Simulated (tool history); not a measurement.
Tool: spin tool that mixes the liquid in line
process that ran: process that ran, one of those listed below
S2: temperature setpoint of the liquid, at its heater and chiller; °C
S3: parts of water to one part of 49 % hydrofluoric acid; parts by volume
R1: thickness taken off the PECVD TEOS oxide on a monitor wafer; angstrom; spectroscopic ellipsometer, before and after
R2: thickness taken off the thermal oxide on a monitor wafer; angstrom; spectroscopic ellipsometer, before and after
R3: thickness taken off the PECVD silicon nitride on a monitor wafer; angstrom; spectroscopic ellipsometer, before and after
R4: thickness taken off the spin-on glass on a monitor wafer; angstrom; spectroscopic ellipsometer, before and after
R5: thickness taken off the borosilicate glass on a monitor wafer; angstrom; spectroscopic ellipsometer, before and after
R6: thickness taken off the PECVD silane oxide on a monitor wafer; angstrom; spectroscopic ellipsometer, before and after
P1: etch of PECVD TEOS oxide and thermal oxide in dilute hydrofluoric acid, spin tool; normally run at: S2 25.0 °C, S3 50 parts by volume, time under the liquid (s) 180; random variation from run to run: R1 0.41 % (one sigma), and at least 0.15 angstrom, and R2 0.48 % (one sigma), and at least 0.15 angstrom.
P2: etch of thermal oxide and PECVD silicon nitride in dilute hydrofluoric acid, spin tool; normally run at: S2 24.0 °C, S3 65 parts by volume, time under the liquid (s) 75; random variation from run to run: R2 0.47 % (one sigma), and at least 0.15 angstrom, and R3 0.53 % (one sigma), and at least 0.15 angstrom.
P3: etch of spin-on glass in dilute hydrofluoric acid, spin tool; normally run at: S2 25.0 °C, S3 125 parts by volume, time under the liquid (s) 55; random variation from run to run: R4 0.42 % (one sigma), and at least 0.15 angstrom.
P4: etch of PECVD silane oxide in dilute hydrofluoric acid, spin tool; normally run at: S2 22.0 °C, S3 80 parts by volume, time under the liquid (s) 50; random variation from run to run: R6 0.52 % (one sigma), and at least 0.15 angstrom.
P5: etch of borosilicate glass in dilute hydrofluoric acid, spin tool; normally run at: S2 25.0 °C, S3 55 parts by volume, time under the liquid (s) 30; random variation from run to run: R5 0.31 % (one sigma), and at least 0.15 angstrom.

run 1 hour=7.6 | process_that_ran=P1 S2=25.0 S3=50 time_under_the_liquid_(s)=180 | R1=404.640 R2=187.650
run 2 hour=12.9 | process_that_ran=P1 S2=21.5 S3=30 time_under_the_liquid_(s)=180 | R1=603.370 R2=276.210
run 3 hour=20.8 | process_that_ran=P1 S2=25.0 S3=50 time_under_the_liquid_(s)=180 | R1=407.010 R2=188.170
run 4 hour=32.2 | process_that_ran=P1 S2=25.0 S3=50 time_under_the_liquid_(s)=15 | R1=34.177 R2=15.537
run 5 hour=39.4 | process_that_ran=P2 S2=20.0 S3=65 time_under_the_liquid_(s)=75 | R2=49.829 R3=49.902
run 6 hour=44.8 | process_that_ran=P3 S2=25.0 S3=125 time_under_the_liquid_(s)=15 | R4=44.189
run 7 hour=52.3 | process_that_ran=P2 S2=24.0 S3=65 time_under_the_liquid_(s)=75 | R2=59.970 R3=65.727
run 8 hour=59.3 | process_that_ran=P1 S2=29.0 S3=80 time_under_the_liquid_(s)=180 | R1=285.550 R2=132.750
run 9 hour=66.3 | process_that_ran=P5 S2=18.0 S3=55 time_under_the_liquid_(s)=30 | R5=154.26
run 10 hour=72.9 | process_that_ran=P1 S2=25.0 S3=50 time_under_the_liquid_(s)=180 | R1=405.240 R2=187.260
run 11 hour=78.2 | process_that_ran=P5 S2=25.0 S3=55 time_under_the_liquid_(s)=30 | R5=206.69
run 12 hour=87.6 | process_that_ran=P1 S2=25.0 S3=90 time_under_the_liquid_(s)=180 | R1=214.470 R2=99.226
run 13 hour=95.6 | process_that_ran=P1 S2=25.0 S3=50 time_under_the_liquid_(s)=355 | R1=807.110 R2=371.480
run 14 hour=105.7 | process_that_ran=P4 S2=22.0 S3=80 time_under_the_liquid_(s)=50 | R6=151.59
run 15 hour=115.2 | process_that_ran=P1 S2=25.0 S3=50 time_under_the_liquid_(s)=180 | R1=407.540 R2=188.120
run 16 hour=124.6 | process_that_ran=P1 S2=33.0 S3=50 time_under_the_liquid_(s)=180 | R1=558.400 R2=256.610
run 17 hour=136.0 | process_that_ran=P1 S2=25.0 S3=50 time_under_the_liquid_(s)=180 | R1=407.010 R2=188.950
run 18 hour=145.7 | process_that_ran=P3 S2=21.0 S3=125 time_under_the_liquid_(s)=55 | R4=137.790
run 19 hour=154.4 | process_that_ran=P1 S2=25.0 S3=20 time_under_the_liquid_(s)=180 | R1=1065.900 R2=489.840
run 20 hour=165.3 | process_that_ran=P5 S2=25.0 S3=80 time_under_the_liquid_(s)=30 | R5=136.66
run 21 hour=174.9 | process_that_ran=P4 S2=17.0 S3=80 time_under_the_liquid_(s)=50 | R6=123.47
run 22 hour=182.4 | process_that_ran=P3 S2=25.0 S3=125 time_under_the_liquid_(s)=55 | R4=161.980

Forecast run 23:
run 23 hour=189.1 | process_that_ran=P4 S2=22.0 S3=80 time_under_the_liquid_(s)=50 | R6=?

R6: 151.85 angstrom
